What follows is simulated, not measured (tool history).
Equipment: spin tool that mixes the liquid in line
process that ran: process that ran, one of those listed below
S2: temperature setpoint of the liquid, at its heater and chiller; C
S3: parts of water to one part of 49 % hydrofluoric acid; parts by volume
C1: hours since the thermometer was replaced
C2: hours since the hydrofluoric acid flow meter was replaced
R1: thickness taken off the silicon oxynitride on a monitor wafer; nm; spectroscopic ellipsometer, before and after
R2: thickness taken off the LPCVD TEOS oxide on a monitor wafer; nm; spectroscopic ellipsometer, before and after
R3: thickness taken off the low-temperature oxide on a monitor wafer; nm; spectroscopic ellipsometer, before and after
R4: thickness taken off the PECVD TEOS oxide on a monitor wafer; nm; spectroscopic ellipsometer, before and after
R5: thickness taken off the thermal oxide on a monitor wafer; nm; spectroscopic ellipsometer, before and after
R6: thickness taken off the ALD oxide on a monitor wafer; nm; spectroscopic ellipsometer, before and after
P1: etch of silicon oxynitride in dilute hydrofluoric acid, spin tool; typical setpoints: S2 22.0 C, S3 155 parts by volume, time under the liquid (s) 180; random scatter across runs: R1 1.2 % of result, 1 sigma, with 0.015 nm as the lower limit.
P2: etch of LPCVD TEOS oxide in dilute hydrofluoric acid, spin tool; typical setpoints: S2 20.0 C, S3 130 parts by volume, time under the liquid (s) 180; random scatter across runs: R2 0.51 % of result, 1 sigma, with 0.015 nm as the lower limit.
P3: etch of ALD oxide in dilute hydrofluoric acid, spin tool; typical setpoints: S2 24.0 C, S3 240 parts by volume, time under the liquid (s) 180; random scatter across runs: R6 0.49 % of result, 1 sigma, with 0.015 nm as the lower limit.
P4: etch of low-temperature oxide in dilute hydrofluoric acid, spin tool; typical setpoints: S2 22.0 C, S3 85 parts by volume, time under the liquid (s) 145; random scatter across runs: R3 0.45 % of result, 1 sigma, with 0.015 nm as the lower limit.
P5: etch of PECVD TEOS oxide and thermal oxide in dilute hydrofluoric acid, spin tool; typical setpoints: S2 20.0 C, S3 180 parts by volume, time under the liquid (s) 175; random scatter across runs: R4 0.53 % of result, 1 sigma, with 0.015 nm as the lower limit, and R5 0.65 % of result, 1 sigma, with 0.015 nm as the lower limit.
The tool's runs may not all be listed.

Run 1, hour 5.2: process that ran P1, S2 22.0 C, S3 155 parts by volume, time under the liquid (s) 180; C1 1312.0; C2 297.6. Result: R1 1.95950 nm.
Run 2, hour 9.8: process that ran P1, S2 18.5 C, S3 155 parts by volume, time under the liquid (s) 180; C1 1316.6; C2 302.2. Result: R1 1.60450 nm.
Run 3, hour 13.1: process that ran P2, S2 27.0 C, S3 130 parts by volume, time under the liquid (s) 180; C1 1319.9; C2 305.5. Result: R2 47.498 nm.
Run 4, hour 19.7: process that ran P1, S2 22.0 C, S3 155 parts by volume, time under the liquid (s) 180; C1 1326.5; C2 312.1. Result: R1 1.89460 nm.
Run 5, hour 25.2: process that ran P1, S2 22.0 C, S3 155 parts by volume, time under the liquid (s) 180; C1 1332.0; C2 317.6. Result: R1 1.92820 nm.
Run 6, hour 28.6: process that ran P1, S2 22.0 C, S3 155 parts by volume, time under the liquid (s) 180; C1 1335.4; C2 321.0. Result: R1 1.94260 nm.
Run 7, hour 33.3: process that ran P4, S2 17.0 C, S3 85 parts by volume, time under the liquid (s) 145; C1 1340.1; C2 325.7. Result: R3 13.680 nm.
Run 8, hour 38.0: process that ran P1, S2 28.5 C, S3 155 parts by volume, time under the liquid (s) 315; C1 1344.8; C2 330.4. Result: R1 4.46430 nm.
Run 9, hour 43.8: process that ran P4, S2 22.0 C, S3 85 parts by volume, time under the liquid (s) 245; C1 1350.6; C2 336.2. Result: R3 28.615 nm.
Run 10, hour 49.5: process that ran P5, S2 17.0 C, S3 180 parts by volume, time under the liquid (s) 175; C1 1356.3; C2 341.9. Result: R4 6.1175 nm, R5 3.11000 nm.
Run 11, hour 53.5: process that ran P2, S2 20.0 C, S3 25 parts by volume, time under the liquid (s) 180; C1 1360.3; C2 345.9. Result: R2 209.850 nm.
Run 12, hour 58.6: process that ran P3, S2 24.0 C, S3 240 parts by volume, time under the liquid (s) 180; C1 1365.4; C2 351.0. Result: R6 13.6680 nm.
Run 13, hour 62.4: process that ran P3, S2 24.0 C, S3 240 parts by volume, time under the liquid (s) 40; C1 1369.2; C2 354.8. Result: R6 3.0082 nm.
Run 14, hour 69.5: process that ran P1, S2 22.0 C, S3 260 parts by volume, time under the liquid (s) 180; C1 1376.3; C2 361.9. Result: R1 1.06370 nm.
Run 15, hour 75.0: process that ran P2, S2 20.0 C, S3 130 parts by volume, time under the liquid (s) 85; C1 1381.8; C2 367.4. Result: R2 16.978 nm.
Run 16, hour 80.7: process that ran P2, S2 20.0 C, S3 130 parts by volume, time under the liquid (s) 180; C1 1387.5; C2 373.1. Result: R2 35.759 nm.
Run 17, hour 86.4: process that ran P5, S2 20.0 C, S3 180 parts by volume, time under the liquid (s) 175; C1 1393.2; C2 378.8. Result: R4 6.9723 nm, R5 3.52370 nm.
Run 18, hour 91.7: process that ran P3, S2 24.0 C, S3 240 parts by volume, time under the liquid (s) 180; C1 1398.5; C2 384.1. Result: R6 13.6400 nm.
Run 19, hour 98.8: process that ran P1, S2 22.0 C, S3 155 parts by volume, time under the liquid (s) 180; C1 1405.6; C2 391.2. Result: R1 1.93130 nm.
Run 20, hour 101.9: process that ran P5, S2 20.0 C, S3 55 parts by volume, time under the liquid (s) 175; C1 1408.7; C2 394.3. Result: R4 26.1350 nm, R5 13.33300 nm.
Run 21, hour 108.6: process that ran P5, S2 20.0 C, S3 180 parts by volume, time under the liquid (s) 35; C1 1415.4; C2 401.0. Result: R4 1.4229 nm, R5 0.70752 nm.
Run 22, hour 112.2: process that ran P4, S2 22.0 C, S3 125 parts by volume, time under the liquid (s) 145; C1 1419.0; C2 404.6. Result: R3 10.909 nm.
Run 23, hour 115.9: process that ran P1, S2 30.0 C, S3 155 parts by volume, time under the liquid (s) 180; C1 1422.7; C2 408.3. Result: R1 2.75880 nm.
Run 24, hour 122.0: process that ran P1, S2 22.0 C, S3 90 parts by volume, time under the liquid (s) 180; C1 1428.8; C2 414.4. Result: R1 3.46480 nm.
Run 25, hour 126.4: process that ran P2, S2 20.0 C, S3 130 parts by volume, time under the liquid (s) 180; C1 1433.2; C2 418.8. Result: R2 36.038 nm.
Run 26, hour 131.7: process that ran P4, S2 22.0 C, S3 85 parts by volume, time under the liquid (s) 145; C1 1438.5; C2 424.1. Result: R3 16.833 nm.
Run 27, hour 137.0: process that ran P3, S2 30.0 C, S3 240 parts by volume, time under the liquid (s) 180; C1 1443.8; C2 429.4. Result: R6 16.7420 nm.
Run 28, hour 142.5: process that ran P1, S2 22.0 C, S3 155 parts by volume, time under the liquid (s) 180; C1 1449.3; C2 434.9. Result: R1 1.89730 nm.
Run 29, hour 146.7: process that ran P1, S2 17.0 C, S3 260 parts by volume, time under the liquid (s) 180; C1 1453.5; C2 439.1. Result: R1 0.85677 nm.
Run 30, hour 152.1: process that ran P1, S2 22.0 C, S3 155 parts by volume, time under the liquid (s) 180; C1 1458.9; C2 444.5. Result: R1 1.88810 nm.
Run 31, hour 155.7: process that ran P1, S2 22.0 C, S3 155 parts by volume, time under the liquid (s) 95; C1 1462.5; C2 448.1. Result: R1 1.00440 nm.
Run 32, hour 162.7: process that ran P1, S2 22.0 C, S3 155 parts by volume, time under the liquid (s) 345; C1 1469.5; C2 455.1. Result: R1 3.66060 nm.
Run 33, hour 167.8: process that ran P3, S2 24.0 C, S3 80 parts by volume, time under the liquid (s) 180; C1 1474.6; C2 460.2. Result: R6 49.5080 nm.

Run 34 comes next. What will it give?
Run 34, hour 172.6: process that ran P1, S2 22.0 C, S3 155 parts by volume, time under the liquid (s) 180; C1 1479.4; C2 465.0. Result: R1 ?.

{"run 34": {"R1": 1.9203}}

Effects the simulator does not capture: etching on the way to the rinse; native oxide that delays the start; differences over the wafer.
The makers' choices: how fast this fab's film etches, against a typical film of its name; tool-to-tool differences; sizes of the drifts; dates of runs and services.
